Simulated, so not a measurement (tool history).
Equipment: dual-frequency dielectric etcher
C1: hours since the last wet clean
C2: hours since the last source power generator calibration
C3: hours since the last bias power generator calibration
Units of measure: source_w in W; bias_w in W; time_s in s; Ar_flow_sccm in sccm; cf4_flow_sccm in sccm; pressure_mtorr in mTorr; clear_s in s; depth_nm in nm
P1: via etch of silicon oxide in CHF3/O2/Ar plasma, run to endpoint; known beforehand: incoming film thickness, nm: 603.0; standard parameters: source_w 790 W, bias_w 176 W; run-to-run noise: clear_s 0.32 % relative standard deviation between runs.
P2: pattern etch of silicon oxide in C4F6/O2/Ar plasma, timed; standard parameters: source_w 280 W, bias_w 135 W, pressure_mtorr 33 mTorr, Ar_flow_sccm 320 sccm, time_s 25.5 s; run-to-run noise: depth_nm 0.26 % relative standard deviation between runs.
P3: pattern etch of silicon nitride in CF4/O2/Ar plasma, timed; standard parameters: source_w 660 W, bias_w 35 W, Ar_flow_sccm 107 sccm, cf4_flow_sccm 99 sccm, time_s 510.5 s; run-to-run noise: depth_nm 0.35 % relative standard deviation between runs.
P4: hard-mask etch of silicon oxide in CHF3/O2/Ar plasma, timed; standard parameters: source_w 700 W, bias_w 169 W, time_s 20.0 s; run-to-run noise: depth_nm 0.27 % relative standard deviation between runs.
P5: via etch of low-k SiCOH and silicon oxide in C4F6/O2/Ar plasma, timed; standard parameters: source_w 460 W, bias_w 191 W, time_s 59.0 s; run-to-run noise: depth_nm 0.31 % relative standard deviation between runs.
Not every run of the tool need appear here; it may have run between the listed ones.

{"run": 1, "hour": 6.6, "process": "P1", "source_w": 790, "bias_w": 176, "C1": 338.5, "C2": 1131.4, "C3": 821.5, "clear_s": 268.78}
{"run": 2, "hour": 10.8, "process": "P1", "source_w": 790, "bias_w": 176, "C1": 342.7, "C2": 1135.6, "C3": 825.7, "clear_s": 267.75}
{"run": 3, "hour": 17.4, "process": "P5", "source_w": 460, "bias_w": 191, "time_s": 59.0, "C1": 349.3, "C2": 1142.2, "C3": 832.3, "depth_nm": 170.71}
{"run": 4, "hour": 22.9, "process": "P1", "source_w": 1120, "bias_w": 176, "C1": 354.8, "C2": 1147.7, "C3": 837.8, "clear_s": 232.67}
{"run": 5, "hour": 29.1, "process": "P4", "source_w": 980, "bias_w": 169, "time_s": 20.0, "C1": 361.0, "C2": 1153.9, "C3": 844.0, "depth_nm": 47.233}
{"run": 6, "hour": 35.5, "process": "P1", "source_w": 790, "bias_w": 176, "C1": 367.4, "C2": 1160.3, "C3": 850.4, "clear_s": 267.41}
{"run": 7, "hour": 42.1, "process": "P3", "source_w": 660, "bias_w": 35, "time_s": 510.5, "Ar_flow_sccm": 107, "cf4_flow_sccm": 99, "C1": 374.0, "C2": 1166.9, "C3": 857.0, "depth_nm": 1086.6}
{"run": 8, "hour": 48.1, "process": "P2", "source_w": 280, "bias_w": 135, "time_s": 38.0, "Ar_flow_sccm": 320, "pressure_mtorr": 33, "C1": 380.0, "C2": 1172.9, "C3": 863.0, "depth_nm": 91.622}
{"run": 9, "hour": 52.5, "process": "P2", "source_w": 280, "bias_w": 96, "time_s": 25.5, "Ar_flow_sccm": 320, "pressure_mtorr": 33, "C1": 384.4, "C2": 1177.3, "C3": 867.4, "depth_nm": 55.359}
{"run": 10, "hour": 55.7, "process": "P5", "source_w": 460, "bias_w": 264, "time_s": 59.0, "C1": 387.6, "C2": 1180.5, "C3": 870.6, "depth_nm": 188.56}
{"run": 11, "hour": 59.4, "process": "P2", "source_w": 280, "bias_w": 135, "time_s": 25.5, "Ar_flow_sccm": 207, "pressure_mtorr": 33, "C1": 391.3, "C2": 1184.2, "C3": 874.3, "depth_nm": 64.541}
{"run": 12, "hour": 65.2, "process": "P4", "source_w": 700, "bias_w": 169, "time_s": 26.5, "C1": 397.1, "C2": 1190.0, "C3": 880.1, "depth_nm": 55.242}
{"run": 13, "hour": 72.5, "process": "P2", "source_w": 280, "bias_w": 135, "time_s": 25.5, "Ar_flow_sccm": 320, "pressure_mtorr": 41, "C1": 404.4, "C2": 1197.3, "C3": 887.4, "depth_nm": 60.288}
{"run": 14, "hour": 77.7, "process": "P1", "source_w": 650, "bias_w": 114, "C1": 409.6, "C2": 1202.5, "C3": 892.6, "clear_s": 330.47}
{"run": 15, "hour": 85.1, "process": "P1", "source_w": 790, "bias_w": 176, "C1": 417.0, "C2": 1209.9, "C3": 900.0, "clear_s": 268.87}
{"run": 16, "hour": 89.6, "process": "P3", "source_w": 660, "bias_w": 35, "time_s": 510.5, "Ar_flow_sccm": 107, "cf4_flow_sccm": 99, "C1": 421.5, "C2": 1214.4, "C3": 904.5, "depth_nm": 1092.9}
{"run": 17, "hour": 94.5, "process": "P2", "source_w": 160, "bias_w": 135, "time_s": 25.5, "Ar_flow_sccm": 320, "pressure_mtorr": 33, "C1": 426.4, "C2": 1219.3, "C3": 909.4, "depth_nm": 49.374}
{"run": 18, "hour": 101.0, "process": "P4", "source_w": 700, "bias_w": 169, "time_s": 20.0, "C1": 432.9, "C2": 1225.8, "C3": 915.9, "depth_nm": 41.559}
{"run": 19, "hour": 106.9, "process": "P3", "source_w": 660, "bias_w": 35, "time_s": 510.5, "Ar_flow_sccm": 107, "cf4_flow_sccm": 128, "C1": 438.8, "C2": 1231.7, "C3": 921.8, "depth_nm": 1128.5}
{"run": 20, "hour": 114.0, "process": "P1", "source_w": 550, "bias_w": 176, "C1": 445.9, "C2": 1238.8, "C3": 928.9, "clear_s": 307.4}
{"run": 21, "hour": 120.5, "process": "P3", "source_w": 660, "bias_w": 44, "time_s": 510.5, "Ar_flow_sccm": 107, "cf4_flow_sccm": 99, "C1": 452.4, "C2": 1245.3, "C3": 935.4, "depth_nm": 1179.5}
{"run": 22, "hour": 127.6, "process": "P5", "source_w": 650, "bias_w": 191, "time_s": 59.0, "C1": 459.5, "C2": 1252.4, "C3": 942.5, "depth_nm": 194.35}
{"run": 23, "hour": 132.8, "process": "P3", "source_w": 660, "bias_w": 35, "time_s": 510.5, "Ar_flow_sccm": 135, "cf4_flow_sccm": 99, "C1": 464.7, "C2": 1257.6, "C3": 947.7, "depth_nm": 1052.9}
{"run": 24, "hour": 137.8, "process": "P4", "source_w": 700, "bias_w": 228, "time_s": 20.0, "C1": 469.7, "C2": 1262.6, "C3": 952.7, "depth_nm": 46.204}
{"run": 25, "hour": 141.4, "process": "P2", "source_w": 280, "bias_w": 135, "time_s": 25.5, "Ar_flow_sccm": 320, "pressure_mtorr": 33, "C1": 473.3, "C2": 1266.2, "C3": 956.3, "depth_nm": 61.319}
{"run": 26, "hour": 147.4, "process": "P1", "source_w": 790, "bias_w": 244, "C1": 479.3, "C2": 1272.2, "C3": 962.3, "clear_s": 239.61}
{"run": 27, "hour": 153.2, "process": "P1", "source_w": 790, "bias_w": 176, "C1": 485.1, "C2": 1278.0, "C3": 968.1, "clear_s": 269.3}
{"run": 28, "hour": 160.0, "process": "P5", "source_w": 460, "bias_w": 191, "time_s": 83.5, "C1": 491.9, "C2": 1284.8, "C3": 974.9, "depth_nm": 241.52}

Run 29, settings as shown, results not yet in. Your forecast:
{"run": 29, "hour": 165.5, "process": "P1", "source_w": 790, "bias_w": 176, "C1": 497.4, "C2": 1290.3, "C3": 980.4, "clear_s": "?"}

Run 29 measured clear_s 268.01 s.

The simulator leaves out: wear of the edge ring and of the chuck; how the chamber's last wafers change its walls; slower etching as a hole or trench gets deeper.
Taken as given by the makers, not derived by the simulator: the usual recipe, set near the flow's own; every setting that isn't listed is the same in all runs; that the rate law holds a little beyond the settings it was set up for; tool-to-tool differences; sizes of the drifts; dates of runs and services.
